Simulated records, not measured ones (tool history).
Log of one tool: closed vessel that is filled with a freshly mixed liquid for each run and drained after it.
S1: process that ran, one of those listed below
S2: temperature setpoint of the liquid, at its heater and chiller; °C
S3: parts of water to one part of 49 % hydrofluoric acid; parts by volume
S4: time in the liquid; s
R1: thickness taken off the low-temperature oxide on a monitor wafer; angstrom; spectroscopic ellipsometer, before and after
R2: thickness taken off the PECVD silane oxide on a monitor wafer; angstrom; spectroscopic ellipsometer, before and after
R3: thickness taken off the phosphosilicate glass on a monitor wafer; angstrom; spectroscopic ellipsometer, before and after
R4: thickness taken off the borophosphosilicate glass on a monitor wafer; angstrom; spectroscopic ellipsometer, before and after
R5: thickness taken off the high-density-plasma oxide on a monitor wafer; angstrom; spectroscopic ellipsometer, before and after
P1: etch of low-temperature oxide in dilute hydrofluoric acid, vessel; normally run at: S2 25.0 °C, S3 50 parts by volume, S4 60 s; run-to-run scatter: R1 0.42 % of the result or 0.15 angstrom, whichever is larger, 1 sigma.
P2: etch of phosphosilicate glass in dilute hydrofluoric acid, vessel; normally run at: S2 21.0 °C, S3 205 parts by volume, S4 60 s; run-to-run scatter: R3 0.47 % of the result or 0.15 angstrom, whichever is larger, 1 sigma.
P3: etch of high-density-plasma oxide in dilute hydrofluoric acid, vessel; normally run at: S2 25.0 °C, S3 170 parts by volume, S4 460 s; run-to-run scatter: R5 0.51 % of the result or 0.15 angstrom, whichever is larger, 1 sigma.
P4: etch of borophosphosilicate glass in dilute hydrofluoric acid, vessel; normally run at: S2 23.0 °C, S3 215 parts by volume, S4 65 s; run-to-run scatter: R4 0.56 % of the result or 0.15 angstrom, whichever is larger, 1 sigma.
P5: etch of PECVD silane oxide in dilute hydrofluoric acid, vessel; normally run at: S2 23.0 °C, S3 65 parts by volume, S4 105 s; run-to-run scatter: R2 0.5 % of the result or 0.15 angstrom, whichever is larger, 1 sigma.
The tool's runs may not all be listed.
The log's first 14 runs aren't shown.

Run 15, hour 65.4: S1 P2, S2 21.0 °C, S3 205 parts by volume, S4 60 s. Result: R3 359.17 angstrom.
Run 16, hour 69.9: S1 P4, S2 23.0 °C, S3 45 parts by volume, S4 65 s. Result: R4 1212.50 angstrom.
Run 17, hour 74.5: S1 P2, S2 21.0 °C, S3 205 parts by volume, S4 35 s. Result: R3 209.68 angstrom.
Run 18, hour 79.7: S1 P1, S2 25.0 °C, S3 50 parts by volume, S4 60 s. Result: R1 299.93 angstrom.
Run 19, hour 84.9: S1 P4, S2 23.0 °C, S3 215 parts by volume, S4 120 s. Result: R4 379.61 angstrom.
Run 20, hour 90.6: S1 P1, S2 25.0 °C, S3 50 parts by volume, S4 95 s. Result: R1 474.30 angstrom.
Run 21, hour 96.2: S1 P3, S2 25.0 °C, S3 170 parts by volume, S4 460 s. Result: R5 210.010 angstrom.
Run 22, hour 101.5: S1 P1, S2 25.0 °C, S3 50 parts by volume, S4 60 s. Result: R1 300.43 angstrom.
Run 23, hour 105.9: S1 P5, S2 23.0 °C, S3 65 parts by volume, S4 105 s. Result: R2 239.970 angstrom.
Run 24, hour 109.7: S1 P3, S2 32.5 °C, S3 170 parts by volume, S4 460 s. Result: R5 275.920 angstrom.
Run 25, hour 115.2: S1 P5, S2 23.0 °C, S3 65 parts by volume, S4 30 s. Result: R2 67.781 angstrom.
Run 26, hour 119.2: S1 P1, S2 30.5 °C, S3 50 parts by volume, S4 60 s. Result: R1 371.05 angstrom.
Run 27, hour 122.4: S1 P1, S2 17.5 °C, S3 20 parts by volume, S4 60 s. Result: R1 571.31 angstrom.
Run 28, hour 125.6: S1 P4, S2 23.0 °C, S3 215 parts by volume, S4 65 s. Result: R4 208.58 angstrom.
Run 29, hour 130.7: S1 P5, S2 23.0 °C, S3 65 parts by volume, S4 105 s. Result: R2 239.330 angstrom.
Run 30, hour 136.1: S1 P1, S2 25.0 °C, S3 50 parts by volume, S4 60 s. Result: R1 300.72 angstrom.
Run 31, hour 141.4: S1 P1, S2 25.0 °C, S3 50 parts by volume, S4 60 s. Result: R1 288.58 angstrom.

Run 32 comes next. What will it give?
Run 32, hour 145.1: S1 P1, S2 25.0 °C, S3 50 parts by volume, S4 60 s. Result: R1 ?.

Run 32 gave R1 284.13 angstrom.
